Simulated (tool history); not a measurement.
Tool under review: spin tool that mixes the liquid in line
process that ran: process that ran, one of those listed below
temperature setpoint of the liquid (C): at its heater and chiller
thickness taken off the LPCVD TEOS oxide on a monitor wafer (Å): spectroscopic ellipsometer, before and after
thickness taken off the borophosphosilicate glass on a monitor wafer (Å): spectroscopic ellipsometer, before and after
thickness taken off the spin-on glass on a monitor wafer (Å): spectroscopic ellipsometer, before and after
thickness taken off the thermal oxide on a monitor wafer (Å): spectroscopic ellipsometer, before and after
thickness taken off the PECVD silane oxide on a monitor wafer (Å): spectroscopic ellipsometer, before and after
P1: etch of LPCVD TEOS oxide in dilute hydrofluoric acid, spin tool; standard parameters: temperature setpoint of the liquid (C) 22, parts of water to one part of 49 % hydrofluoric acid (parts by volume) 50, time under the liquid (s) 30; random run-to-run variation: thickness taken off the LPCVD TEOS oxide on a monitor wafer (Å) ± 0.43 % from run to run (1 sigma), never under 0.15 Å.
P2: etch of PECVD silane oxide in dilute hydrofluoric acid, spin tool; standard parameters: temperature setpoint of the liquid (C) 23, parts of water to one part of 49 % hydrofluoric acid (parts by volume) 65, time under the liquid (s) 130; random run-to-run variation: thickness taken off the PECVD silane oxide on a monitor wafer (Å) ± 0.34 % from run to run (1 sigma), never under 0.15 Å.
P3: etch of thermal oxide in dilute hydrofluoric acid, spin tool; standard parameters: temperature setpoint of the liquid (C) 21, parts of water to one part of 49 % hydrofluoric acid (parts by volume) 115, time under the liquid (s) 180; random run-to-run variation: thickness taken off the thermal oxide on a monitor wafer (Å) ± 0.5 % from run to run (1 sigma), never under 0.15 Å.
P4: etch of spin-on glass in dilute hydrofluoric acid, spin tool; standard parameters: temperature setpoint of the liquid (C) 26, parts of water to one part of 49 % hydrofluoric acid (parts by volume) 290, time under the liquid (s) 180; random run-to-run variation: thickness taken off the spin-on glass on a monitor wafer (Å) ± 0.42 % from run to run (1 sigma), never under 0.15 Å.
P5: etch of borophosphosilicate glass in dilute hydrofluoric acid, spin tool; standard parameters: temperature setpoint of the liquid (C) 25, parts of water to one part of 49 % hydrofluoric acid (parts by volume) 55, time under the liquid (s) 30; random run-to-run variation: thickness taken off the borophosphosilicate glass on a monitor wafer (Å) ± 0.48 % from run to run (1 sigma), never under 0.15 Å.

run	day	process that ran	temperature setpoint of the liquid (C)	parts of water to one part of 49 % hydrofluoric acid (parts by volume)	time under the liquid (s)	thickness taken off the LPCVD TEOS oxide on a monitor wafer (Å)	thickness taken off the borophosphosilicate glass on a monitor wafer (Å)	thickness taken off the spin-on glass on a monitor wafer (Å)	thickness taken off the thermal oxide on a monitor wafer (Å)	thickness taken off the PECVD silane oxide on a monitor wafer (Å)
1	0.254	P1	22	50	30	96.517				
2	0.75	P5	25	55	30		297.69			
3	1.183	P4	26	290	15			9.31		
4	1.6	P1	22	50	30	96.326				
5	2.054	P1	22	50	15	47.996				
6	2.45	P3	28.5	115	180				83.353	
7	2.742	P2	23	100	130					201.38
8	3.171	P1	22	50	30	96.363				
9	3.442	P3	21	65	180				116.65	
10	3.796	P1	22	50	30	96.416				
11	4.283	P1	22	50	60	193.01				
# day 4.608: thermometer replaced
12	4.629	P5	18	55	30		223.68			
13	4.875	P1	28.5	50	30	126.26				
14	5.312	P3	21	115	180				62.422	
15	5.65	P5	25	100	30		154.51			
16	6.075	P1	22	50	30	96.497				
# day 6.133: hydrofluoric acid flow meter replaced
17	6.458	P4	30.5	290	180			132.2		
18	6.725	P1	22	20	30	249.95				
19	7.096	P5	25	55	30		299.56			
20	7.354	P2	29.5	65	130					418.22
21	7.638	P5	25	55	50		492.56			
22	7.875	P3	21	115	90				31.178	
23	8.238	P4	26	290	180			112.08		
24	8.462	P1	26.5	50	60	231.36				
25	8.829	P1	18	50	30	81.562				
26	9.096	P2	23	65	130					322.61
27	9.588	P2	23	65	255					626.58
28	9.85	P4	26	165	180			227.99		
29	10.35	P2	23	65	130					322.03
30	10.842	P1	22	75	30	62.642				
31	11.204	P1	22	50	30	96.673				
32	11.575	P1	22	50	30	99.987				
33	11.967	P1	22	50	30	101.61				
34	12.242	P1	22	50	30	102.4				
35	12.712	P1	22	50	30	104.64				
36	13.15	P1	22	50	30	104.67				
37	13.604	P1	22	50	30	105.5				
38	14.012	P1	22	50	30	106.52				
39	14.458	P1	22	50	30	106.5				

What P1 gives has crept off from where it sat before. The 2 causes that follow fit the log equally well, each at the size noted:
A: liquid hotter than its thermometer reads (K) = 2.19
B: hydrofluoric acid flow above the setpoint (%) = 8.9
The gradual shift began around day 11.204.

Listed below are the offered check runs, one wafer per run, with question marks in place of results. For which of them would the causes give clearly different outcomes?
check 1	14.904	P4	26	290	180			?		
check 2	14.904	P3	21	115	180				?	
check 3	14.904	P5	25	55	30		?			
check 4	14.904	P2	23	65	130					?

If the cause were each of the candidates in turn, the checks would give the following:
check	result	if A	if B
check 1	thickness taken off the spin-on glass on a monitor wafer (Å)	121.52	125.99
check 2	thickness taken off the thermal oxide on a monitor wafer (Å)	67.828	68.406
check 3	thickness taken off the borophosphosilicate glass on a monitor wafer (Å)	323.97	324.93
check 4	thickness taken off the PECVD silane oxide on a monitor wafer (Å)	351.39	352.44
Separation of the two closest causes in each check, using whichever result separates them best: check 1 3.62 %; check 2 0.85 %; check 3 0.3 %; check 4 0.3 %
The causes can be told apart only by check 1. The other checks would give nearly the same results under each of them.

After running check 1, the following was obtained: thickness taken off the spin-on glass on a monitor wafer (Å) 125.45. Which cause does this point to?

The correct cause is B, namely: hydrofluoric acid flow above the setpoint (%).

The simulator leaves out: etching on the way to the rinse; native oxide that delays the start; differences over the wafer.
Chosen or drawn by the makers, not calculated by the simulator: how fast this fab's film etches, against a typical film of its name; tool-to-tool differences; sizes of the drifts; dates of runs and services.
